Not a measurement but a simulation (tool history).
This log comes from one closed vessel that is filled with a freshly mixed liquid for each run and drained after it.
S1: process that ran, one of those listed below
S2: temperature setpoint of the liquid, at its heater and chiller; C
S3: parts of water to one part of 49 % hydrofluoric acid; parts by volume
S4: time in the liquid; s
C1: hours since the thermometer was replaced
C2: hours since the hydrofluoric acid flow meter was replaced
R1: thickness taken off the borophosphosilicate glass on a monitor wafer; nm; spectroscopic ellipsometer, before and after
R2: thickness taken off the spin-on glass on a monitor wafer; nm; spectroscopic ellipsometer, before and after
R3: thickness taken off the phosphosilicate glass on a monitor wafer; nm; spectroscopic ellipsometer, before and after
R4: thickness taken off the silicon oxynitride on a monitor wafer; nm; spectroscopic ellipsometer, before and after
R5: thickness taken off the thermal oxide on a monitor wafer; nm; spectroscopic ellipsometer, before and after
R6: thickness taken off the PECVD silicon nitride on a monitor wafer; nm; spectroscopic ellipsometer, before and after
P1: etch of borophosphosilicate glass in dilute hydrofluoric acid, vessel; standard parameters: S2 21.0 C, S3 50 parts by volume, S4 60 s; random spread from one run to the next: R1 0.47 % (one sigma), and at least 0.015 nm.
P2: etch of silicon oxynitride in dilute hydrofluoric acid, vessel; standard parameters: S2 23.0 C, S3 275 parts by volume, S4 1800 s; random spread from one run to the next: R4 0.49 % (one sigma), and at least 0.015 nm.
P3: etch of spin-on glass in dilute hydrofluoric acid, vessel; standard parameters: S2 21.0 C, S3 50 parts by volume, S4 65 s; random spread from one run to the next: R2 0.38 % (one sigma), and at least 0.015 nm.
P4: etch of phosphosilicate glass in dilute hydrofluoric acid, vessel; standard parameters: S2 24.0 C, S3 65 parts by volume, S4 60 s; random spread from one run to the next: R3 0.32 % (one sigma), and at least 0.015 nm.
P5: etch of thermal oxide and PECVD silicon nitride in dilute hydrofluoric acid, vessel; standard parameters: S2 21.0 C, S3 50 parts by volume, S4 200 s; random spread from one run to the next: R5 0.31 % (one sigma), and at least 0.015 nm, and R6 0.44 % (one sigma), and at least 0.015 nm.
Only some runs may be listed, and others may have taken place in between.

run	hour	S1	S2	S3	S4	C1	C2	R1	R2	R3	R4	R5	R6
1	3.9	P1	21.0	50	60	1549.2	352.8	43.970					
2	8.0	P3	21.0	20	65	1553.3	356.9		145.390				
3	12.1	P4	24.0	40	60	1557.4	361.0			136.410			
4	14.1	P2	23.0	275	1800	1559.4	363.0				16.478		
5	18.3	P1	21.0	50	60	1563.6	367.2	44.172					
6	21.4	P1	21.0	50	30	1566.7	370.3	21.912					
7	23.5	P3	21.0	50	30	1568.8	372.4		26.091				
8	27.3	P5	21.0	50	300	1572.6	376.2					27.492	24.351
9	31.6	P5	21.0	50	200	1576.9	380.5					18.394	16.407
# hour 34.6: hydrofluoric acid flow meter replaced
10	35.3	P3	17.0	50	65	1580.6	0.7		47.473				
11	37.8	P2	23.0	275	1800	1583.1	3.2				16.339		
12	41.2	P4	24.0	65	60	1586.5	6.6			81.204			
13	43.5	P4	29.5	65	60	1588.8	8.9			101.030			
14	46.8	P5	21.0	75	200	1592.1	12.2					11.845	11.031
15	50.0	P5	21.0	50	200	1595.3	15.4					18.309	16.339
16	53.0	P1	21.0	25	60	1598.3	18.4	91.187					
17	57.0	P2	23.0	95	1800	1602.3	22.4				53.544		
18	59.6	P1	21.0	50	60	1604.9	25.0	43.762					
19	62.7	P3	21.0	50	65	1608.0	28.1		56.242				
20	66.1	P1	17.0	50	60	1611.4	31.5	37.156					
21	68.5	P1	25.0	50	60	1613.8	33.9	51.970					
22	70.8	P1	21.0	50	60	1616.1	36.2	44.067					
23	73.6	P5	17.0	50	200	1618.9	39.0					15.514	12.383
24	77.5	P1	21.0	50	115	1622.8	42.9	84.818					
25	81.6	P4	24.0	65	100	1626.9	47.0			134.990			
26	83.7	P1	21.0	50	60	1629.0	49.1	44.077					
27	86.2	P1	28.0	75	60	1631.5	51.6	37.836					
28	88.6	P2	23.0	275	3030	1633.9	54.0				27.518		
29	91.9	P1	21.0	90	60	1637.2	57.3	23.182					
30	96.3	P2	19.5	275	1800	1641.6	61.7				14.044		
31	99.9	P1	21.0	50	60	1645.2	65.3	43.832					
32	103.3	P1	21.0	50	60	1648.6	68.7	44.120					
33	107.3	P1	21.0	50	60	1652.6	72.7	45.830					
34	111.7	P1	21.0	50	60	1657.0	77.1	46.597					
35	115.0	P1	21.0	50	60	1660.3	80.4	46.799					
36	118.6	P1	21.0	50	60	1663.9	84.0	47.503					
37	122.1	P1	21.0	50	60	1667.4	87.5	47.415					
38	125.8	P1	21.0	50	60	1671.1	91.2	47.352					

P1 has crept away from where it was. The log is fitted equally well by each of these 2 causes, at the sizes shown:
A: liquid hotter than its thermometer reads (K) = 1.69
B: hydrofluoric acid flow above the setpoint (%) = 6.9
The creep began at about hour 103.3.

Listed below are the offered check runs, one wafer per run, with question marks in place of results. For which of them would the causes give clearly different outcomes?
check 1	129.5	P3	21.0	50	65				?				
check 2	129.5	P5	21.0	50	200							?	?
check 3	129.5	P4	24.0	65	60					?			
check 4	129.5	P2	23.0	275	1800						?		

If the cause were each of the candidates in turn, the checks would give the following:
check	result	if A	if B
check 1	R2	60.348	60.349
check 2	R5	19.685	19.685
check 2	R6	18.376	17.465
check 3	R3	87.057	87.407
check 4	R4	17.564	17.673
Gap, in per cent, between the two causes that each check separates least, read from the result that separates them most: check 1 0 %; check 2 5.08 %; check 3 0.4 %; check 4 0.62 %
Of the check runs offered, only check 2 discriminates between the causes; the rest would read about the same regardless of which cause applies.

Then check 2 was run and gave: R5 19.698 nm; R6 17.483 nm. Which cause is it?

It was cause B: hydrofluoric acid flow above the setpoint (%).
